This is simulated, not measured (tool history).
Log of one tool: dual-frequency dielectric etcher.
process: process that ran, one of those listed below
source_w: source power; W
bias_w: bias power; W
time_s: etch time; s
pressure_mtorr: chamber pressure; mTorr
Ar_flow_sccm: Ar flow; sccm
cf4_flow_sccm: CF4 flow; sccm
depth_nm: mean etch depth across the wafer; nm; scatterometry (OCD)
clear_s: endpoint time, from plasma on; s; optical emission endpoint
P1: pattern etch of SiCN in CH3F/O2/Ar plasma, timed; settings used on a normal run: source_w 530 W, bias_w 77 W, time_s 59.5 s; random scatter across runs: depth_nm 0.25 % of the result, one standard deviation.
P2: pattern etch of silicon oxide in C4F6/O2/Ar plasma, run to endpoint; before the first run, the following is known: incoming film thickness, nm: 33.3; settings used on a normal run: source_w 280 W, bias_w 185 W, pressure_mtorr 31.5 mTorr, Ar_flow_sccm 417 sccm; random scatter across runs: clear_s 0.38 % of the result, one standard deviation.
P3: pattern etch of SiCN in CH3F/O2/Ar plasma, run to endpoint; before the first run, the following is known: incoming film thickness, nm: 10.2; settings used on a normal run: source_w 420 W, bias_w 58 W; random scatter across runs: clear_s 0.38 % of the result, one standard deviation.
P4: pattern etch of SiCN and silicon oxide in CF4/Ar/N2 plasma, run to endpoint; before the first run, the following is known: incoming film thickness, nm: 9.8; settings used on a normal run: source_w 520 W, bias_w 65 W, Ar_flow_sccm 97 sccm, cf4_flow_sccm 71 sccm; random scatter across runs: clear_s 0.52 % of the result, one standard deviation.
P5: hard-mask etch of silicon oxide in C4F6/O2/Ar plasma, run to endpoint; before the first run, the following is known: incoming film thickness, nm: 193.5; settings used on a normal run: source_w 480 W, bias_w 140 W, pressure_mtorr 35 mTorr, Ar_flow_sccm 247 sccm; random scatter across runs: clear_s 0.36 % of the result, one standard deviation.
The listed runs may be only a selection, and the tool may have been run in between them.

run,hour,process,source_w,bias_w,time_s,pressure_mtorr,Ar_flow_sccm,cf4_flow_sccm,hours since the last wet clean,hours since the last source power generator calibration,hours since the last bias power generator calibration,depth_nm,clear_s
1,4.6,P1,530,77,59.5,,,,283.6,2302.2,1800.5,25.716,
2,8.4,P3,580,58,,,,,287.4,2306,1804.3,,25.188
3,11.4,P2,400,185,,31.5,417,,290.4,2309,1807.3,,10.737
4,15.9,P1,530,77,89,,,,294.9,2313.5,1811.8,38.349,
5,19.2,P2,280,185,,31.5,417,,298.2,2316.8,1815.1,,12.368
6,21.9,P5,480,140,,44,247,,300.9,2319.5,1817.8,,61.341
7,25.6,P1,640,77,59.5,,,,304.6,2323.2,1821.5,27.552,
8,29.5,P1,530,77,59.5,,,,308.5,2327.1,1825.4,25.617,
9,33.1,P4,520,65,,,97,48,312.1,2330.7,1829,,11.154
10,37.7,P1,530,77,59.5,,,,316.7,2335.3,1833.6,25.668,
11,41.6,P4,520,65,,,65,71,320.6,2339.2,1837.5,,9.8404
12,44.5,P1,530,77,59.5,,,,323.5,2342.1,1840.4,25.768,
13,47.6,P1,410,77,38.5,,,,326.6,2345.2,1843.5,15.029,
14,51.2,P5,480,191,,35,247,,330.2,2348.8,1847.1,,53.902
15,54.8,P1,530,49,59.5,,,,333.8,2352.4,1850.7,22.043,
16,58.2,P4,520,65,,,97,71,337.2,2355.8,1854.1,,10.444
17,61.3,P4,520,45,,,97,71,340.3,2358.9,1857.2,,11.755
18,64.5,P3,420,40,,,,,343.5,2362.1,1860.4,,32.08
19,67.5,P1,530,56,71,,,,346.5,2365.1,1863.4,27.519,
20,71.4,P5,480,140,,35,300,,350.4,2369,1867.3,,60.878
21,75.8,P3,420,58,,,,,354.8,2373.4,1871.7,,28.44
22,79.3,P3,420,58,,,,,358.3,2376.9,1875.2,,28.531
23,82.9,P1,430,77,59.5,,,,361.9,2380.5,1878.8,23.731,
24,86.1,P2,280,185,,38.5,417,,365.1,2383.7,1882,,12.6
25,89.5,P5,380,140,,35,247,,368.5,2387.1,1885.4,,65.115
26,92.4,P2,280,185,,31.5,290,,371.4,2390,1888.3,,11.841

Run 27 comes next. What will it give?
27,97.3,P1,530,106,59.5,,,,376.3,2394.9,1893.2,?,

{"run 27": {"depth_nm": 28.856}}
